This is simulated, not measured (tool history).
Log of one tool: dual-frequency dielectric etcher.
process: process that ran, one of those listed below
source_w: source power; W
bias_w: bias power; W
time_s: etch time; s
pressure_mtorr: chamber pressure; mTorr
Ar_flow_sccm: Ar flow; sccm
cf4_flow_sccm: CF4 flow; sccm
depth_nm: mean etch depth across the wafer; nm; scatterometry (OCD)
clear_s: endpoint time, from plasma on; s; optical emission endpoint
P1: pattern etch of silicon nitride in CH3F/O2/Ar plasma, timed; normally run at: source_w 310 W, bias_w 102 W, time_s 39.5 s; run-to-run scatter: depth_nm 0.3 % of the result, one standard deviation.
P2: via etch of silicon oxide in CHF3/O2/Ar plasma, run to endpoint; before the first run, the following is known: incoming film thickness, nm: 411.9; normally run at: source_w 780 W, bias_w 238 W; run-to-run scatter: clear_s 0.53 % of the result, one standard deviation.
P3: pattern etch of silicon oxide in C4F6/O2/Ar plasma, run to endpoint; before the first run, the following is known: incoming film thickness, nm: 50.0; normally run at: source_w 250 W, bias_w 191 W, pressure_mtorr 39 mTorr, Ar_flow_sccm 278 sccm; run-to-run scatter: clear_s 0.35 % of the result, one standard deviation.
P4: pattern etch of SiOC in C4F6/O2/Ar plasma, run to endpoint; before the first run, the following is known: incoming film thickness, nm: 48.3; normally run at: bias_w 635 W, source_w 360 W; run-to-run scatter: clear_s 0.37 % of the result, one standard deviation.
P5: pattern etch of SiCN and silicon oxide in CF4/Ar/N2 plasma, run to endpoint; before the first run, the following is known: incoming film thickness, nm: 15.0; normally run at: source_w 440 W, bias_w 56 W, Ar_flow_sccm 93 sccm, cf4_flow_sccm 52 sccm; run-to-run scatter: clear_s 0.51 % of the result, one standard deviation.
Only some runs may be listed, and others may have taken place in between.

{"run": 1, "hour": 13.6, "process": "P1", "source_w": 310, "bias_w": 102, "time_s": 39.5, "depth_nm": 28.559}
{"run": 2, "hour": 28.7, "process": "P1", "source_w": 310, "bias_w": 102, "time_s": 49.5, "depth_nm": 35.752}
{"run": 3, "hour": 45.1, "process": "P1", "source_w": 310, "bias_w": 123, "time_s": 39.5, "depth_nm": 30.669}
{"run": 4, "hour": 59.6, "process": "P2", "source_w": 780, "bias_w": 238, "clear_s": 173.36}
{"run": 5, "hour": 69.6, "process": "P1", "source_w": 310, "bias_w": 102, "time_s": 39.5, "depth_nm": 28.521}
{"run": 6, "hour": 77.5, "process": "P4", "source_w": 470, "bias_w": 635, "clear_s": 13.465}
{"run": 7, "hour": 88.4, "process": "P3", "source_w": 250, "bias_w": 191, "pressure_mtorr": 39, "Ar_flow_sccm": 278, "clear_s": 19.37}
{"run": 8, "hour": 97.1, "process": "P1", "source_w": 310, "bias_w": 65, "time_s": 39.5, "depth_nm": 24.311}
{"run": 9, "hour": 108.0, "process": "P1", "source_w": 310, "bias_w": 102, "time_s": 39.5, "depth_nm": 28.626}
{"run": 10, "hour": 119.6, "process": "P5", "source_w": 600, "bias_w": 56, "Ar_flow_sccm": 93, "cf4_flow_sccm": 52, "clear_s": 14.809}
{"run": 11, "hour": 130.8, "process": "P1", "source_w": 310, "bias_w": 102, "time_s": 39.5, "depth_nm": 28.564}
{"run": 12, "hour": 148.5, "process": "P4", "source_w": 360, "bias_w": 635, "clear_s": 14.914}
{"run": 13, "hour": 161.1, "process": "P1", "source_w": 310, "bias_w": 102, "time_s": 21.5, "depth_nm": 15.5}
{"run": 14, "hour": 176.3, "process": "P3", "source_w": 250, "bias_w": 191, "pressure_mtorr": 47, "Ar_flow_sccm": 278, "clear_s": 19.764}
{"run": 15, "hour": 193.2, "process": "P1", "source_w": 310, "bias_w": 137, "time_s": 57, "depth_nm": 46.153}
{"run": 16, "hour": 208.7, "process": "P3", "source_w": 250, "bias_w": 140, "pressure_mtorr": 39, "Ar_flow_sccm": 278, "clear_s": 21.554}
{"run": 17, "hour": 218.1, "process": "P3", "source_w": 190, "bias_w": 191, "pressure_mtorr": 39, "Ar_flow_sccm": 278, "clear_s": 21.691}
{"run": 18, "hour": 232.1, "process": "P5", "source_w": 440, "bias_w": 41, "Ar_flow_sccm": 93, "cf4_flow_sccm": 52, "clear_s": 21.434}
{"run": 19, "hour": 248.9, "process": "P1", "source_w": 410, "bias_w": 102, "time_s": 39.5, "depth_nm": 31.797}
{"run": 20, "hour": 259.8, "process": "P3", "source_w": 250, "bias_w": 191, "pressure_mtorr": 39, "Ar_flow_sccm": 342, "clear_s": 19.829}
{"run": 21, "hour": 268.3, "process": "P2", "source_w": 550, "bias_w": 238, "clear_s": 199.22}
{"run": 22, "hour": 276.3, "process": "P1", "source_w": 250, "bias_w": 102, "time_s": 53.5, "depth_nm": 35.588}
{"run": 23, "hour": 286.3, "process": "P1", "source_w": 310, "bias_w": 102, "time_s": 39.5, "depth_nm": 28.483}
{"run": 24, "hour": 302.7, "process": "P5", "source_w": 440, "bias_w": 56, "Ar_flow_sccm": 93, "cf4_flow_sccm": 70, "clear_s": 18.573}
{"run": 25, "hour": 315.4, "process": "P5", "source_w": 440, "bias_w": 56, "Ar_flow_sccm": 93, "cf4_flow_sccm": 52, "clear_s": 19.352}
{"run": 26, "hour": 325.8, "process": "P4", "source_w": 360, "bias_w": 503, "clear_s": 16.402}

Run 27 has not been measured yet. What should we expect?
{"run": 27, "hour": 337.0, "process": "P1", "source_w": 210, "bias_w": 102, "time_s": 39.5, "depth_nm": "?"}

depth_nm: 24.641 nm

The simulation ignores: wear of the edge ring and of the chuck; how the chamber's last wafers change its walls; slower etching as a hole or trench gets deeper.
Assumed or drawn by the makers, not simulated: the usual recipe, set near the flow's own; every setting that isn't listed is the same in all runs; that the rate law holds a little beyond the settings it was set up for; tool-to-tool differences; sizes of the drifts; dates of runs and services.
